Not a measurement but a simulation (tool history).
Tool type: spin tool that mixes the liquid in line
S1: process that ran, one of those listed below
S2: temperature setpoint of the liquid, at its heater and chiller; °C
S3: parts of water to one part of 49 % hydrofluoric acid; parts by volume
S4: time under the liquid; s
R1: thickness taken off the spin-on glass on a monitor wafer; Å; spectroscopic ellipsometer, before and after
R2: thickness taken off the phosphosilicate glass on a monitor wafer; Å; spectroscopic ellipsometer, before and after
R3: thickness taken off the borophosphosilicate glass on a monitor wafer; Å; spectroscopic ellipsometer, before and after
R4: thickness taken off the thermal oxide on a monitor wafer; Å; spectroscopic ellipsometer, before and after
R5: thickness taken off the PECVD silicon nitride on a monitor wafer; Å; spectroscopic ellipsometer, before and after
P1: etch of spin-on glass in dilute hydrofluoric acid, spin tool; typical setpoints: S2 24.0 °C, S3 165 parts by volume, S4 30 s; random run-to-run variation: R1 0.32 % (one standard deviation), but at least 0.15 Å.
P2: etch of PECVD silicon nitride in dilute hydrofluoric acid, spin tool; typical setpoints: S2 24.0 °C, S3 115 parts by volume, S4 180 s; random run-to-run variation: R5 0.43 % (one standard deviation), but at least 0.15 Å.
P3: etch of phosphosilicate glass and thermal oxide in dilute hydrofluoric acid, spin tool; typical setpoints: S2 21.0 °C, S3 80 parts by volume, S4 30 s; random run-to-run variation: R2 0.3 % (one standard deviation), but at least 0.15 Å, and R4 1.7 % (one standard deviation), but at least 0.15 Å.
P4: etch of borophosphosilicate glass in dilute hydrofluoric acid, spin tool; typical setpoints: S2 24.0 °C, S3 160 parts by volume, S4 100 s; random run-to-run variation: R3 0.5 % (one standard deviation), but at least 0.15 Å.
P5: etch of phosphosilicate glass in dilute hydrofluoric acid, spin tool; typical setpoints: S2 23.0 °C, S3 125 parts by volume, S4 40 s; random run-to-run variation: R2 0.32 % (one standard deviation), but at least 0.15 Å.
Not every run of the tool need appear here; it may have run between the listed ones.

Run 1, day 0.362: S1 P1, S2 24.0 °C, S3 165 parts by volume, S4 30 s. Result: R1 92.797 Å.
Run 2, day 0.662: S1 P1, S2 24.0 °C, S3 165 parts by volume, S4 30 s. Result: R1 92.890 Å.
Run 3, day 0.938: S1 P5, S2 23.0 °C, S3 125 parts by volume, S4 40 s. Result: R2 181.340 Å.
Run 4, day 1.350: S1 P1, S2 24.0 °C, S3 165 parts by volume, S4 30 s. Result: R1 92.987 Å.
Run 5, day 1.629: S1 P4, S2 24.0 °C, S3 160 parts by volume, S4 100 s. Result: R3 201.840 Å.
Run 6, day 1.992: S1 P3, S2 21.0 °C, S3 80 parts by volume, S4 55 s. Result: R2 1299.800 Å, R4 28.6790 Å.
Run 7, day 2.225: S1 P1, S2 24.0 °C, S3 165 parts by volume, S4 15 s. Result: R1 46.455 Å.
Run 8, day 2.483: S1 P2, S2 24.0 °C, S3 115 parts by volume, S4 355 s. Result: R5 172.670 Å.
Run 9, day 2.750: S1 P5, S2 23.0 °C, S3 80 parts by volume, S4 40 s. Result: R2 299.880 Å.
Run 10, day 3.058: S1 P1, S2 24.0 °C, S3 165 parts by volume, S4 30 s. Result: R1 92.852 Å.
Run 11, day 3.508: S1 P1, S2 24.0 °C, S3 265 parts by volume, S4 30 s. Result: R1 52.053 Å.
Run 12, day 3.850: S1 P5, S2 23.0 °C, S3 125 parts by volume, S4 20 s. Result: R2 90.842 Å.
Run 13, day 4.050: S1 P2, S2 24.0 °C, S3 160 parts by volume, S4 180 s. Result: R5 62.840 Å.
Run 14, day 4.321: S1 P1, S2 24.0 °C, S3 165 parts by volume, S4 30 s. Result: R1 93.370 Å.
Run 15, day 4.758: S1 P1, S2 24.0 °C, S3 110 parts by volume, S4 15 s. Result: R1 74.603 Å.
Run 16, day 4.996: S1 P1, S2 24.0 °C, S3 165 parts by volume, S4 30 s. Result: R1 93.097 Å.
Run 17, day 5.204: S1 P3, S2 29.0 °C, S3 80 parts by volume, S4 30 s. Result: R2 978.830 Å, R4 21.9680 Å.
Run 18, day 5.588: S1 P4, S2 24.0 °C, S3 285 parts by volume, S4 100 s. Result: R3 99.094 Å.
Run 19, day 5.829: S1 P1, S2 19.5 °C, S3 165 parts by volume, S4 30 s. Result: R1 77.672 Å.
Run 20, day 6.117: S1 P3, S2 21.0 °C, S3 145 parts by volume, S4 30 s. Result: R2 361.500 Å, R4 8.4174 Å.
Run 21, day 6.442: S1 P4, S2 24.0 °C, S3 160 parts by volume, S4 35 s. Result: R3 69.901 Å.
Run 22, day 6.867: S1 P2, S2 24.0 °C, S3 115 parts by volume, S4 180 s. Result: R5 87.597 Å.
Run 23, day 7.138: S1 P1, S2 24.0 °C, S3 80 parts by volume, S4 30 s. Result: R1 213.020 Å.
Run 24, day 7.438: S1 P5, S2 23.0 °C, S3 125 parts by volume, S4 40 s. Result: R2 181.950 Å.
Run 25, day 7.808: S1 P4, S2 18.5 °C, S3 160 parts by volume, S4 100 s. Result: R3 162.080 Å.
Run 26, day 8.054: S1 P2, S2 24.0 °C, S3 115 parts by volume, S4 180 s. Result: R5 86.978 Å.
Run 27, day 8.425: S1 P3, S2 21.0 °C, S3 80 parts by volume, S4 30 s. Result: R2 709.700 Å, R4 15.3670 Å.
At day 8.825: hydrofluoric acid flow meter replaced.
Run 28, day 8.858: S1 P1, S2 28.0 °C, S3 165 parts by volume, S4 30 s. Result: R1 108.330 Å.
Run 29, day 9.262: S1 P1, S2 24.0 °C, S3 165 parts by volume, S4 45 s. Result: R1 139.550 Å.
Run 30, day 9.696: S1 P5, S2 30.5 °C, S3 125 parts by volume, S4 40 s. Result: R2 241.190 Å.
Run 31, day 10.121: S1 P1, S2 17.0 °C, S3 165 parts by volume, S4 55 s. Result: R1 129.710 Å.
Run 32, day 10.488: S1 P2, S2 28.5 °C, S3 115 parts by volume, S4 180 s. Result: R5 117.240 Å.
Run 33, day 10.888: S1 P1, S2 24.0 °C, S3 165 parts by volume, S4 30 s. Result: R1 93.223 Å.
Run 34, day 11.262: S1 P1, S2 24.0 °C, S3 165 parts by volume, S4 30 s. Result: R1 88.186 Å.
Run 35, day 11.696: S1 P1, S2 24.0 °C, S3 165 parts by volume, S4 30 s. Result: R1 86.516 Å.
Run 36, day 11.912: S1 P1, S2 24.0 °C, S3 165 parts by volume, S4 30 s. Result: R1 85.694 Å.
Run 37, day 12.229: S1 P1, S2 24.0 °C, S3 165 parts by volume, S4 30 s. Result: R1 85.385 Å.
Run 38, day 12.592: S1 P1, S2 24.0 °C, S3 165 parts by volume, S4 30 s. Result: R1 84.749 Å.
Run 39, day 12.817: S1 P1, S2 24.0 °C, S3 165 parts by volume, S4 30 s. Result: R1 85.054 Å.

The output of P1 has drifted from where it used to be. Each of the 2 causes below, taken at the size shown beside it, accounts for the log equally well:
A: hydrofluoric acid flow below the setpoint (%) = 7.21
B: liquid colder than its thermometer reads (K) = 2.33
The onset of the drift is placed at about day 10.888.

Below are 4 check runs, each on a single wafer, with their results shown as question marks. Which of them would tell the listed causes apart, meaning the causes would give clearly different results under it?
Run check 1, day 13.042: S1 P3, S2 21.0 °C, S3 145 parts by volume, S4 45 s. Result: R2 ?, R4 ?.
Run check 2, day 13.042: S1 P4, S2 24.0 °C, S3 220 parts by volume, S4 100 s. Result: R3 ?.
Run check 3, day 13.042: S1 P2, S2 24.0 °C, S3 115 parts by volume, S4 325 s. Result: R5 ?.
Run check 4, day 13.042: S1 P5, S2 30.0 °C, S3 125 parts by volume, S4 25 s. Result: R2 ?.

Check results expected under each cause:
  check  result     if A     if B
check 1      R2  499.200  496.060
check 1      R4  11.2640  11.1930
check 2      R3  124.190  125.000
check 3      R5  147.020  135.710
check 4      R2  135.710  135.900
Separation of the two closest causes in each check, using whichever result separates them best: check 1 0.63 %; check 2 0.65 %; check 3 8 %; check 4 0.14 %
Only in check 3 would the causes give clearly different results; in the remaining checks their results would be nearly the same.

Check 3 was carried out, with these results: R5 147.320 Å. Which of the listed causes is responsible?

The correct cause is A, namely: hydrofluoric acid flow below the setpoint (%).
